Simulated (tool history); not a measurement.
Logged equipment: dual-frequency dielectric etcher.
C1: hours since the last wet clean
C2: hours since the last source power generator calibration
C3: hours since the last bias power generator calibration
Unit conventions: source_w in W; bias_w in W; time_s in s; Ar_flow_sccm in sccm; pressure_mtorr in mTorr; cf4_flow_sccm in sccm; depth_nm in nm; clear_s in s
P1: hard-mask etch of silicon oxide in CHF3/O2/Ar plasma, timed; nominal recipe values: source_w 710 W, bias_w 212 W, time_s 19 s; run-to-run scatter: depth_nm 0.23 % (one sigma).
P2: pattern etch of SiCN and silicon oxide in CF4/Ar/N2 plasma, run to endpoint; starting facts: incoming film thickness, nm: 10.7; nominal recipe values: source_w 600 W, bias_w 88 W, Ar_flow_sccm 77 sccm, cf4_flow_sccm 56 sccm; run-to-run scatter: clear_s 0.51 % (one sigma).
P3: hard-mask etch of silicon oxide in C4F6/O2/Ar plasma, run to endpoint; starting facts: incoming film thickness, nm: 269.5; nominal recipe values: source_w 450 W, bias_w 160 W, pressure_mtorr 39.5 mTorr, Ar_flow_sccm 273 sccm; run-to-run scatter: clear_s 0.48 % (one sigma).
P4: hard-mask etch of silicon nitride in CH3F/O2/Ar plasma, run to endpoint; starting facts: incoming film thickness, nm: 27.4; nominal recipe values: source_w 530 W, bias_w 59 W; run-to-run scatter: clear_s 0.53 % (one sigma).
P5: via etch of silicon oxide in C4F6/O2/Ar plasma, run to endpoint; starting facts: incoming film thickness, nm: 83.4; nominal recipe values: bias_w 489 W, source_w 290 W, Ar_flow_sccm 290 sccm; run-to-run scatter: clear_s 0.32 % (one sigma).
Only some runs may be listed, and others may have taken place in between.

run 1 hour=6.4 | process=P1 source_w=710 bias_w=212 time_s=19 | C1=321.9 C2=2667 C3=1211.6 | depth_nm=43.02
run 2 hour=17.3 | process=P5 source_w=290 bias_w=489 Ar_flow_sccm=290 | C1=332.8 C2=2677.9 C3=1222.5 | clear_s=21.182
run 3 hour=25.6 | process=P1 source_w=710 bias_w=212 time_s=19 | C1=341.1 C2=2686.2 C3=1230.8 | depth_nm=43.218
run 4 hour=37.2 | process=P3 source_w=560 bias_w=160 Ar_flow_sccm=273 pressure_mtorr=39.5 | C1=352.7 C2=2697.8 C3=1242.4 | clear_s=78.428
run 5 hour=49.5 | process=P3 source_w=450 bias_w=95 Ar_flow_sccm=273 pressure_mtorr=39.5 | C1=365 C2=2710.1 C3=1254.7 | clear_s=99.274
run 6 hour=58.3 | process=P4 source_w=530 bias_w=59 | C1=373.8 C2=2718.9 C3=1263.5 | clear_s=37.036
run 7 hour=66.5 | process=P3 source_w=450 bias_w=160 Ar_flow_sccm=273 pressure_mtorr=39.5 | C1=382 C2=2727.1 C3=1271.7 | clear_s=85.647
run 8 hour=73.7 | process=P1 source_w=960 bias_w=212 time_s=19 | C1=389.2 C2=2734.3 C3=1278.9 | depth_nm=48.427
run 9 hour=87.5 | process=P1 source_w=530 bias_w=212 time_s=19 | C1=403 C2=2748.1 C3=1292.7 | depth_nm=38.572
run 10 hour=93.6 | process=P1 source_w=710 bias_w=212 time_s=15 | C1=409.1 C2=2754.2 C3=1298.8 | depth_nm=33.936
run 11 hour=102.8 | process=P1 source_w=710 bias_w=212 time_s=19 | C1=418.3 C2=2763.4 C3=1308 | depth_nm=43.359
run 12 hour=115.2 | process=P3 source_w=450 bias_w=160 Ar_flow_sccm=385 pressure_mtorr=39.5 | C1=430.7 C2=2775.8 C3=1320.4 | clear_s=88.68
run 13 hour=125.5 | process=P4 source_w=530 bias_w=78 | C1=441 C2=2786.1 C3=1330.7 | clear_s=33.68
run 14 hour=138 | process=P3 source_w=450 bias_w=160 Ar_flow_sccm=273 pressure_mtorr=39.5 | C1=453.5 C2=2798.6 C3=1343.2 | clear_s=85.628
run 15 hour=152 | process=P2 source_w=600 bias_w=88 Ar_flow_sccm=104 cf4_flow_sccm=56 | C1=467.5 C2=2812.6 C3=1357.2 | clear_s=9.5796
run 16 hour=165.9 | process=P1 source_w=860 bias_w=212 time_s=11 | C1=481.4 C2=2826.5 C3=1371.1 | depth_nm=26.818
run 17 hour=173.2 | process=P2 source_w=600 bias_w=88 Ar_flow_sccm=77 cf4_flow_sccm=79 | C1=488.7 C2=2833.8 C3=1378.4 | clear_s=8.7585
run 18 hour=183.8 | process=P2 source_w=600 bias_w=88 Ar_flow_sccm=77 cf4_flow_sccm=56 | C1=499.3 C2=2844.4 C3=1389 | clear_s=9.2272
run 19 hour=197.5 | process=P2 source_w=600 bias_w=118 Ar_flow_sccm=77 cf4_flow_sccm=56 | C1=513 C2=2858.1 C3=1402.7 | clear_s=8.2641
run 20 hour=206.3 | process=P1 source_w=710 bias_w=133 time_s=19 | C1=521.8 C2=2866.9 C3=1411.5 | depth_nm=36.957
run 21 hour=219.9 | process=P1 source_w=910 bias_w=212 time_s=23.5 | C1=535.4 C2=2880.5 C3=1425.1 | depth_nm=58.412
run 22 hour=227.8 | process=P3 source_w=450 bias_w=160 Ar_flow_sccm=273 pressure_mtorr=29 | C1=543.3 C2=2888.4 C3=1433 | clear_s=83.492
run 23 hour=238.5 | process=P2 source_w=410 bias_w=88 Ar_flow_sccm=77 cf4_flow_sccm=56 | C1=554 C2=2899.1 C3=1443.7 | clear_s=12.836
run 24 hour=251.7 | process=P5 source_w=340 bias_w=489 Ar_flow_sccm=290 | C1=567.2 C2=2912.3 C3=1456.9 | clear_s=19.79
run 25 hour=261.7 | process=P1 source_w=710 bias_w=212 time_s=19 | C1=577.2 C2=2922.3 C3=1466.9 | depth_nm=43.161
run 26 hour=275 | process=P1 source_w=710 bias_w=212 time_s=25 | C1=590.5 C2=2935.6 C3=1480.2 | depth_nm=56.739
run 27 hour=285.3 | process=P5 source_w=290 bias_w=489 Ar_flow_sccm=178 | C1=600.8 C2=2945.9 C3=1490.5 | clear_s=20.012
run 28 hour=292.9 | process=P5 source_w=290 bias_w=351 Ar_flow_sccm=290 | C1=608.4 C2=2953.5 C3=1498.1 | clear_s=23.711
run 29 hour=305.3 | process=P1 source_w=520 bias_w=212 time_s=11 | C1=620.8 C2=2965.9 C3=1510.5 | depth_nm=22.269
run 30 hour=317.1 | process=P4 source_w=530 bias_w=59 | C1=632.6 C2=2977.7 C3=1522.3 | clear_s=36.749
run 31 hour=327.7 | process=P1 source_w=710 bias_w=284 time_s=19 | C1=643.2 C2=2988.3 C3=1532.9 | depth_nm=47.628
run 32 hour=338.4 | process=P1 source_w=710 bias_w=212 time_s=19 | C1=653.9 C2=2999 C3=1543.6 | depth_nm=43.108
run 33 hour=347.8 | process=P4 source_w=720 bias_w=59 | C1=663.3 C2=3008.4 C3=1553 | clear_s=32.775
run 34 hour=355.5 | process=P1 source_w=710 bias_w=212 time_s=19 | C1=671 C2=3016.1 C3=1560.7 | depth_nm=43.195
run 35 hour=361.7 | process=P1 source_w=710 bias_w=212 time_s=19 | C1=677.2 C2=3022.3 C3=1566.9 | depth_nm=42.839
run 36 hour=375.2 | process=P1 source_w=710 bias_w=212 time_s=19 | C1=690.7 C2=3035.8 C3=1580.4 | depth_nm=42.854
run 37 hour=388.6 | process=P1 source_w=710 bias_w=212 time_s=19 | C1=704.1 C2=3049.2 C3=1593.8 | depth_nm=42.514
run 38 hour=398.6 | process=P1 source_w=710 bias_w=212 time_s=19 | C1=714.1 C2=3059.2 C3=1603.8 | depth_nm=42.566
-- hour=398.7 wet clean of the chamber
run 39 hour=411.5 | process=P1 source_w=710 bias_w=212 time_s=19 | C1=12.9 C2=3072.1 C3=1616.7 | depth_nm=42.401
run 40 hour=423.4 | process=P1 source_w=710 bias_w=212 time_s=19 | C1=24.8 C2=3084 C3=1628.6 | depth_nm=42.499
run 41 hour=436.7 | process=P1 source_w=710 bias_w=212 time_s=19 | C1=38.1 C2=3097.3 C3=1641.9 | depth_nm=42.398

The output of P1 has drifted from where it used to be. Each of the 2 causes below, taken at the size shown beside it, accounts for the log equally well:
A: bias power that arrives under what is set, % = 4.42
B: source power that arrives under what is set, % = 3.98
At approximately hour 355.5, the process output began to creep.
Each remaining cause and why it is not a fit:
chamber walls in a state that lowers the etch rate, %: serviced at hour 398.7, which brought nothing back

Each of the check runs listed below is run on 3 wafers and reports their average, with the results left as question marks. Pick the one under which the possible causes would lead to clearly different results.
run check 1 hour=450 | process=P3 source_w=450 bias_w=103 Ar_flow_sccm=374 pressure_mtorr=39.5 | clear_s=?
run check 2 hour=450 | process=P2 source_w=600 bias_w=88 Ar_flow_sccm=89 cf4_flow_sccm=78 | clear_s=?
run check 3 hour=450 | process=P4 source_w=690 bias_w=59 | clear_s=?
run check 4 hour=450 | process=P5 source_w=290 bias_w=371 Ar_flow_sccm=182 | clear_s=?

Check results expected under each cause:
check=check_1 result=clear_s if_A=101.82 if_B=102.25
check=check_2 result=clear_s if_A=9.0697 if_B=9.2609
check=check_3 result=clear_s if_A=33.893 if_B=33.957
check=check_4 result=clear_s if_A=22.58 if_B=22.551
Per check, the gap between the least separated pair of causes, taken in the result that splits them most: check 1 0.42 %; check 2 2.09 %; check 3 0.19 %; check 4 0.13 %
The causes can be told apart only by check 2. The other checks would give nearly the same results under each of them.

With check 2 done, the readings were: clear_s 9.0556 s. Identify which of the listed causes applies.

It was cause A: bias power that arrives under what is set, %.
